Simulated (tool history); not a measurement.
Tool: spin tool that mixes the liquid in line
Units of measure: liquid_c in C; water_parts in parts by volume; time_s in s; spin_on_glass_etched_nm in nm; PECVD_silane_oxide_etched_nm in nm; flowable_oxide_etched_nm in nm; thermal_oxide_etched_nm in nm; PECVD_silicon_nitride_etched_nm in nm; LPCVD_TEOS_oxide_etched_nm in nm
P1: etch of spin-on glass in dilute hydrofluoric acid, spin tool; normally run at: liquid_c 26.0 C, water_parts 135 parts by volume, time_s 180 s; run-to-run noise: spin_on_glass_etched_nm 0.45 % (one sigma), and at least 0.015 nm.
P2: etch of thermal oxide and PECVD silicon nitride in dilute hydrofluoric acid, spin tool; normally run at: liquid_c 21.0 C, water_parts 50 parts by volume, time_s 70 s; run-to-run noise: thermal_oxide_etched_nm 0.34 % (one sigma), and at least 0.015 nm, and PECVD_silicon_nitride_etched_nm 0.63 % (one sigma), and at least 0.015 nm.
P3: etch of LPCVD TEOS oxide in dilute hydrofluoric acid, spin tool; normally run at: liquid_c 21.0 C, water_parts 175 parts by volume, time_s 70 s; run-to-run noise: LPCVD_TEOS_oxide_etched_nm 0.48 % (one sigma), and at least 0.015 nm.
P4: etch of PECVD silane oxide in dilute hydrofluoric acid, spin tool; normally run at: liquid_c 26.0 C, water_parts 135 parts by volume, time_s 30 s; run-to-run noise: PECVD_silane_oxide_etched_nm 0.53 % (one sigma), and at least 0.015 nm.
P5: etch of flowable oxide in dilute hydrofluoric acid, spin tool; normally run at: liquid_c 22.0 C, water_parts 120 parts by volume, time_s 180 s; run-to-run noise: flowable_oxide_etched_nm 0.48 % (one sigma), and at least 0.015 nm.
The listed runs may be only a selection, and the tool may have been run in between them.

run	hour	process	liquid_c	water_parts	time_s	hours since the thermometer was replaced	hours since the hydrofluoric acid flow meter was replaced	spin_on_glass_etched_nm	PECVD_silane_oxide_etched_nm	flowable_oxide_etched_nm	thermal_oxide_etched_nm	PECVD_silicon_nitride_etched_nm	LPCVD_TEOS_oxide_etched_nm
1	9.8	P1	26.0	135	180	620.0	175.8	46.953					
2	20.6	P1	26.0	135	180	630.8	186.6	46.720					
3	35.3	P1	32.0	135	80	645.5	201.3	26.101					
4	49.8	P4	26.0	40	30	660.0	215.8		32.6650				
5	59.1	P4	26.0	135	30	669.3	225.1		8.5176				
6	72.6	P1	32.0	135	180	682.8	238.6	58.559					
7	85.5	P5	22.0	120	180	695.7	251.5			31.514			
8	98.9	P1	20.0	135	180	709.1	264.9	37.292					
9	107.8	P2	29.0	50	70	718.0	273.8				8.8090	7.5897	
10	122.7	P5	26.5	120	180	732.9	288.7			38.228			
11	139.4	P1	26.0	70	180	749.6	305.4	99.159					
12	153.7	P5	22.0	120	305	763.9	319.7			54.274			
13	166.5	P3	21.0	175	120	776.7	332.5						31.9220
14	182.0	P5	22.0	210	180	792.2	348.0			16.588			
15	192.4	P1	21.0	60	180	802.6	358.4	94.742					
16	210.3	P1	26.0	135	180	820.5	376.3	46.757					
17	219.7	P3	21.0	175	70	829.9	385.7						18.5870
18	230.5	P3	21.0	295	70	840.7	396.5						9.7983
19	246.7	P2	21.0	20	70	856.9	412.7				16.5370	10.8230	
20	260.5	P5	22.0	120	180	870.7	426.5			31.954			

What does the tool deliver on the next run?
21	280.0	P2	21.0	50	70	890.2	446.0				?	?	

{"run 21": {"thermal_oxide_etched_nm": 6.3101, "PECVD_silicon_nitride_etched_nm": 4.4362}}
